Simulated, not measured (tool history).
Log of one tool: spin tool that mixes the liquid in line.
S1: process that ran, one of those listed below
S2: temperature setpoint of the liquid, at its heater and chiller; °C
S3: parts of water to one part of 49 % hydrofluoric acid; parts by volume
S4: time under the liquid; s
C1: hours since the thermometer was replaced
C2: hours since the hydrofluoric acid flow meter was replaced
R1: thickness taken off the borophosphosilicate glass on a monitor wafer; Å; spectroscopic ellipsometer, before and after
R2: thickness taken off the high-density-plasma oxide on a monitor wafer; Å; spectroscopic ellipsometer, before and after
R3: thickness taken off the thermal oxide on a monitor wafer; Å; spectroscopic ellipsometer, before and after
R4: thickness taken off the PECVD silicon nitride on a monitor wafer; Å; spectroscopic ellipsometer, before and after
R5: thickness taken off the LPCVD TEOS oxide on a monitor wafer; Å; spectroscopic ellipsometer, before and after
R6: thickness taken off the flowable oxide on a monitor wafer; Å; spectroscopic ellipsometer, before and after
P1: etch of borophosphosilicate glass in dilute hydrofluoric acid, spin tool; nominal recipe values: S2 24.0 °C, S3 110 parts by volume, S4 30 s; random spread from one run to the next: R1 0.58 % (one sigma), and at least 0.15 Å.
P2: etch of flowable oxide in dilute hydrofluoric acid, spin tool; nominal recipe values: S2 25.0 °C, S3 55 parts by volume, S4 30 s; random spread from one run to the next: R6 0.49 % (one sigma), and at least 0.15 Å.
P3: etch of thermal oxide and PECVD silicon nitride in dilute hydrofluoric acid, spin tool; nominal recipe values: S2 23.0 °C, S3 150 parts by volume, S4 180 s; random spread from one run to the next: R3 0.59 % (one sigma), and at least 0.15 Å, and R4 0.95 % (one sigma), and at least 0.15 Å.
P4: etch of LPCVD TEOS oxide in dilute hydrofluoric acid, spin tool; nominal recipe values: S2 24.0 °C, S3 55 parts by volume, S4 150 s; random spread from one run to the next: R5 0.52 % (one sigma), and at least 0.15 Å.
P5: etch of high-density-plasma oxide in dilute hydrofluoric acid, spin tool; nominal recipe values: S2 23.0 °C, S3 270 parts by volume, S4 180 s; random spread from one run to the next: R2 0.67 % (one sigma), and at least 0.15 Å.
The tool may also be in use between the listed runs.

run 1 hour=13.6 | S1=P1 S2=24.0 S3=110 S4=30 | C1=2059.1 C2=204.9 | R1=127.770
run 2 hour=22.2 | S1=P5 S2=23.0 S3=115 S4=180 | C1=2067.7 C2=213.5 | R2=99.426
run 3 hour=33.6 | S1=P1 S2=24.0 S3=110 S4=30 | C1=2079.1 C2=224.9 | R1=128.250
run 4 hour=46.9 | S1=P1 S2=17.0 S3=110 S4=45 | C1=2092.4 C2=238.2 | R1=143.130
run 5 hour=58.1 | S1=P3 S2=23.0 S3=150 S4=355 | C1=2103.6 C2=249.4 | R3=101.540 R4=41.907
run 6 hour=69.5 | S1=P1 S2=31.5 S3=110 S4=30 | C1=2115.0 C2=260.8 | R1=170.350
run 7 hour=76.0 | S1=P4 S2=24.0 S3=55 S4=150 | C1=2121.5 C2=267.3 | R5=566.99
run 8 hour=85.5 | S1=P1 S2=24.0 S3=195 S4=30 | C1=2131.0 C2=276.8 | R1=65.184
run 9 hour=96.5 | S1=P3 S2=23.0 S3=150 S4=180 | C1=2142.0 C2=287.8 | R3=50.970 R4=21.476
run 10 hour=105.5 | S1=P1 S2=24.0 S3=110 S4=30 | C1=2151.0 C2=296.8 | R1=126.450
run 11 hour=113.5 | S1=P1 S2=24.0 S3=110 S4=50 | C1=2159.0 C2=304.8 | R1=208.790
run 12 hour=128.1 | S1=P2 S2=31.0 S3=55 S4=30 | C1=2173.6 C2=319.4 | R6=327.46
run 13 hour=134.5 | S1=P1 S2=17.0 S3=110 S4=30 | C1=2180.0 C2=325.8 | R1=95.765
run 14 hour=142.1 | S1=P1 S2=24.0 S3=110 S4=15 | C1=2187.6 C2=333.4 | R1=63.380
run 15 hour=155.8 | S1=P4 S2=31.5 S3=55 S4=150 | C1=2201.3 C2=347.1 | R5=764.05
run 16 hour=163.9 | S1=P3 S2=17.0 S3=150 S4=180 | C1=2209.4 C2=355.2 | R3=40.181 R4=14.420
-- hour=170.9 hydrofluoric acid flow meter replaced
run 17 hour=175.5 | S1=P2 S2=25.0 S3=55 S4=30 | C1=2221.0 C2=4.7 | R6=259.27
run 18 hour=190.0 | S1=P1 S2=24.0 S3=110 S4=30 | C1=2235.5 C2=19.2 | R1=127.090
run 19 hour=199.1 | S1=P2 S2=25.0 S3=55 S4=55 | C1=2244.6 C2=28.3 | R6=475.73
run 20 hour=213.7 | S1=P5 S2=23.0 S3=270 S4=180 | C1=2259.2 C2=42.9 | R2=34.953
run 21 hour=224.3 | S1=P1 S2=18.5 S3=185 S4=30 | C1=2269.8 C2=53.5 | R1=55.993
run 22 hour=236.0 | S1=P1 S2=24.0 S3=35 S4=30 | C1=2281.5 C2=65.2 | R1=437.950
run 23 hour=250.5 | S1=P2 S2=25.0 S3=55 S4=30 | C1=2296.0 C2=79.7 | R6=257.97
run 24 hour=260.1 | S1=P2 S2=25.0 S3=95 S4=30 | C1=2305.6 C2=89.3 | R6=143.43
run 25 hour=271.0 | S1=P5 S2=23.0 S3=270 S4=70 | C1=2316.5 C2=100.2 | R2=13.799
run 26 hour=285.5 | S1=P5 S2=23.0 S3=270 S4=180 | C1=2331.0 C2=114.7 | R2=35.755
run 27 hour=299.9 | S1=P5 S2=29.0 S3=270 S4=180 | C1=2345.4 C2=129.1 | R2=43.372

Run 28, settings as shown, results not yet in. Your forecast:
run 28 hour=308.0 | S1=P1 S2=24.0 S3=110 S4=30 | C1=2353.5 C2=137.2 | R1=?

{"run 28": {"R1": 126.05}}

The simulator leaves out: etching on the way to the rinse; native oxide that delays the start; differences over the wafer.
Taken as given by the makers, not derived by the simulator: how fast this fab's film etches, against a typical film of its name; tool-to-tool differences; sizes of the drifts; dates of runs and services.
